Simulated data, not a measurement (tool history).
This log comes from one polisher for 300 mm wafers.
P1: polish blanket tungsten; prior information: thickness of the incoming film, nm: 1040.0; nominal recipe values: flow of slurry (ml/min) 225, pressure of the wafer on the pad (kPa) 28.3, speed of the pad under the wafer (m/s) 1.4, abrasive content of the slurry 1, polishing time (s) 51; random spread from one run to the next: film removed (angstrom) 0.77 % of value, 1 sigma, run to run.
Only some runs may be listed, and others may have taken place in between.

run,hour,flow of slurry (ml/min),pressure of the wafer on the pad (kPa),speed of the pad under the wafer (m/s),abrasive content of the slurry,polishing time (s),film removed (angstrom)
1,16.6,225,28.3,1.4,1,51,3759.5
2,27.2,225,28.3,1.4,1,51,3693.8
3,37,225,44.1,1.4,1,51,5835.7
4,47.1,225,28.3,1.4,1,36,2631.5
5,55.9,320,28.3,1.4,1,51,3839.9
6,63.7,135,28.3,1.4,1,51,3466.9
7,79.8,225,28.3,1.4,1.4,51,4040.1
# hour 87.8: slurry tank refilled with fresh slurry and peroxide
8,92.1,225,28.3,1.4,0.65,51,3380
9,108.7,225,14.5,1.4,1,51,1901.8
10,119.1,225,28.3,1.4,1,51,3706.1
11,127.9,225,28.3,1.4,1,51,3714
12,139,225,28.3,1.4,1,51,3777.5
13,152.7,225,28.3,1.4,1,76,5617
14,162.9,225,28.3,1.4,1,51,3742.3
# hour 168: slurry nozzle cleaned
15,179.5,225,28.3,2.18,1,51,5840.2
16,188.1,315,28.3,1.4,1,27,2029.3
17,195.6,225,28.3,1.4,1,51,3727.9
18,204.6,225,28.3,1.04,1,51,2779.8
19,212.4,225,28.3,1.4,1,51,3726.9
20,224,225,28.3,1.4,1,51,3624.9
21,231.6,225,28.3,1.4,1,51,3611.4
22,246,225,28.3,1.4,1,51,3569.9
# hour 254.9: worn pad replaced by a new one
23,259.8,225,28.3,1.4,1,51,3474.9
24,270.2,225,28.3,1.4,1,51,3470.9
25,281,225,28.3,1.4,1,51,3480.9
# hour 288: slurry blender recalibrated
# hour 289.7: head pressure recalibrated
26,292.9,225,28.3,1.4,1,51,3458
27,308.3,225,28.3,1.4,1,51,3465.2
28,319.6,225,28.3,1.4,1,51,3448.6

The log shows P1 creeping away from where it was. Any of the 2 causes listed here, at the size stated for it, fits the log just as well as the others:
A: slurry flow missing at the pad, % = 38.7
B: peroxide lost from the slurry, % = 17.1
The gradual shift began around hour 212.4.
Ruled out, with reasons:
removal rate lost through wear of the pad, %: serviced at hour 254.9, after the change had begun; the process did not return to its earlier output
head's pressure below its setpoint, %: serviced at hour 289.7, after the change had begun; the process did not return to its earlier output
abrasive missing from the slurry, %: serviced at hour 288, after the change had begun; the process did not return to its earlier output

Each of the check runs listed below is run on 3 wafers and reports their average, with the results left as question marks. Pick the one under which the possible causes would lead to clearly different results.
check 1,330.9,150,28.3,1.4,0.8,51,?
check 2,330.9,225,28.3,1.04,1,51,?
check 3,330.9,225,28.3,1.4,1,69,?
check 4,330.9,225,21.4,1.4,1,64,?

Expected result of each check under each candidate cause:
check,result,if A,if B
check 1,film removed (angstrom),3005.2,3105.2
check 2,film removed (angstrom),2575,2575
check 3,film removed (angstrom),4689.7,4689.8
check 4,film removed (angstrom),3288.9,3289
Separation of the two closest causes in each check, using whichever result separates them best: check 1 3.27 %; check 2 0 %; check 3 0 %; check 4 0 %
Of the check runs offered, only check 1 discriminates between the causes; the rest would read about the same regardless of which cause applies.

Check 1 was then run and gave: film removed (angstrom) 3116.9. Which cause is it?

The correct cause is B, namely: peroxide lost from the slurry, %.

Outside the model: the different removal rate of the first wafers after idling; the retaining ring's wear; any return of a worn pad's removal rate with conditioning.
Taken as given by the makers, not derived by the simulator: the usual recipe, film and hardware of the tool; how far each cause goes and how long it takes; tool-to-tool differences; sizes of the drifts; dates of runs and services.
